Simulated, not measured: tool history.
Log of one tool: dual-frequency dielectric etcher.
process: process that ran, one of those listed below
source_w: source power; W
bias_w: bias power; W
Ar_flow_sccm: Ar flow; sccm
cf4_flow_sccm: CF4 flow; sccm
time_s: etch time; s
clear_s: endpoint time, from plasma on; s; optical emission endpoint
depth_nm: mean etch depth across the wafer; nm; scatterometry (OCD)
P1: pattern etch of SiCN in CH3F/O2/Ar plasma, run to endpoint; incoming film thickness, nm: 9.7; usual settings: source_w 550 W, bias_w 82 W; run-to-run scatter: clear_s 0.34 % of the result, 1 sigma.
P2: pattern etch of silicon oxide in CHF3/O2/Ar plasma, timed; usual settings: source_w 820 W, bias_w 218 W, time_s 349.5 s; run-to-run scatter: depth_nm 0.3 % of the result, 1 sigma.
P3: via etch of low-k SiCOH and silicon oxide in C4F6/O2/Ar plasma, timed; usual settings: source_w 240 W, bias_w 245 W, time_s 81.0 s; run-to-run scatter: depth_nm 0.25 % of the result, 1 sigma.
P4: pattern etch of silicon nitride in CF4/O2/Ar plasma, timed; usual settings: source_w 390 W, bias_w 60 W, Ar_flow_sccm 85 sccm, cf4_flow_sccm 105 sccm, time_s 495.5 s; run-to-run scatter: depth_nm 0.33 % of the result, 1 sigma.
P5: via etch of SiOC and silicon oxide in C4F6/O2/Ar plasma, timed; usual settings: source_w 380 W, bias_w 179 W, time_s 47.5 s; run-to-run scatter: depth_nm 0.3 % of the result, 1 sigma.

run,hour,process,source_w,bias_w,Ar_flow_sccm,cf4_flow_sccm,time_s,clear_s,depth_nm
1,8.9,P1,550,82,,,,22.045,
2,15.2,P1,740,61,,,,21.640,
3,23.8,P4,390,60,85,105,495.5,,858.400
4,30.1,P4,390,60,66,105,495.5,,877.360
5,39.1,P1,680,99,,,,18.967,
6,43.6,P1,550,82,,,,21.975,
7,53.1,P5,380,179,,,47.5,,52.421
8,61.6,P5,380,253,,,47.5,,59.044
9,67.3,P3,240,245,,,44.5,,112.020
10,73.7,P1,550,107,,,,19.875,
11,78.3,P1,550,82,,,,22.005,
12,83.1,P4,520,60,85,105,495.5,,1091.700
13,87.7,P2,820,218,,,349.5,,843.520
14,93.8,P3,240,245,,,81.0,,204.450
15,103.2,P1,550,82,,,,21.927,
16,111.3,P5,380,179,,,47.5,,52.437
17,120.4,P4,390,60,85,105,495.5,,857.100
18,129.7,P3,180,245,,,81.0,,183.220
19,134.1,P4,390,77,85,105,495.5,,944.960
20,140.9,P2,820,218,,,349.5,,846.940
21,149.4,P4,390,60,85,105,350.0,,606.210
22,156.9,P4,390,60,85,143,495.5,,887.930
23,161.7,P2,820,152,,,349.5,,750.220
24,167.4,P1,680,82,,,,20.188,
25,174.2,P2,820,218,,,484.0,,1167.200
26,180.5,P5,380,179,,,36.0,,39.699
27,186.1,P1,550,82,,,,21.902,
28,195.2,P1,450,82,,,,23.739,
29,203.4,P5,270,179,,,47.5,,46.144
30,210.1,P3,240,245,,,81.0,,202.940
31,215.7,P1,550,82,,,,21.848,
32,223.0,P1,550,62,,,,24.199,
33,232.6,P3,240,327,,,81.0,,225.930
34,240.8,P2,480,218,,,349.5,,690.210
35,249.0,P1,550,82,,,,22.001,
36,257.1,P1,550,82,,,,21.866,
37,265.8,P1,550,82,,,,21.865,
38,270.4,P1,550,82,,,,21.724,
39,279.8,P1,550,82,,,,21.640,
# hour 282.0: wet clean of the chamber
40,285.7,P1,550,82,,,,21.629,
41,292.8,P1,550,82,,,,21.623,
42,301.2,P1,550,82,,,,21.554,
43,309.3,P1,550,82,,,,21.555,
44,316.6,P1,550,82,,,,21.713,

What P1 gives has crept away from where it was. These 2 causes fit the log equally well, each at the size given:
A: bias power that arrives over what is set, % = 4.82
B: source power that arrives over what is set, % = 4.57
The creep began at about hour 249.0.
Why every other cause is out:
chamber walls in a state that raises the etch rate, %: serviced at hour 282.0, which brought nothing back

4 check runs are offered, each on 2 wafers whose results are averaged, their results left as question marks. Which one tells the causes apart?
check 1,323.9,P2,500,173,,,349.5,,?
check 2,323.9,P4,390,60,85,131,495.5,,?
check 3,323.9,P3,240,298,,,44.5,,?
check 4,323.9,P5,380,241,,,47.5,,?

What each check would give under each cause:
check,result,if A,if B
check 1,depth_nm,658.150,658.870
check 2,depth_nm,890.850,909.880
check 3,depth_nm,121.880,121.850
check 4,depth_nm,58.843,58.893
How far apart the two closest causes lie, in the result that separates them most: check 1 0.11 %; check 2 2.11 %; check 3 0.02 %; check 4 0.08 %
Only check 2 tells the causes apart: in the others they would give nearly the same result.

Check 2 was then run and gave: depth_nm 891.560 nm. Which cause is it?

It is A: bias power that arrives over what is set, %.

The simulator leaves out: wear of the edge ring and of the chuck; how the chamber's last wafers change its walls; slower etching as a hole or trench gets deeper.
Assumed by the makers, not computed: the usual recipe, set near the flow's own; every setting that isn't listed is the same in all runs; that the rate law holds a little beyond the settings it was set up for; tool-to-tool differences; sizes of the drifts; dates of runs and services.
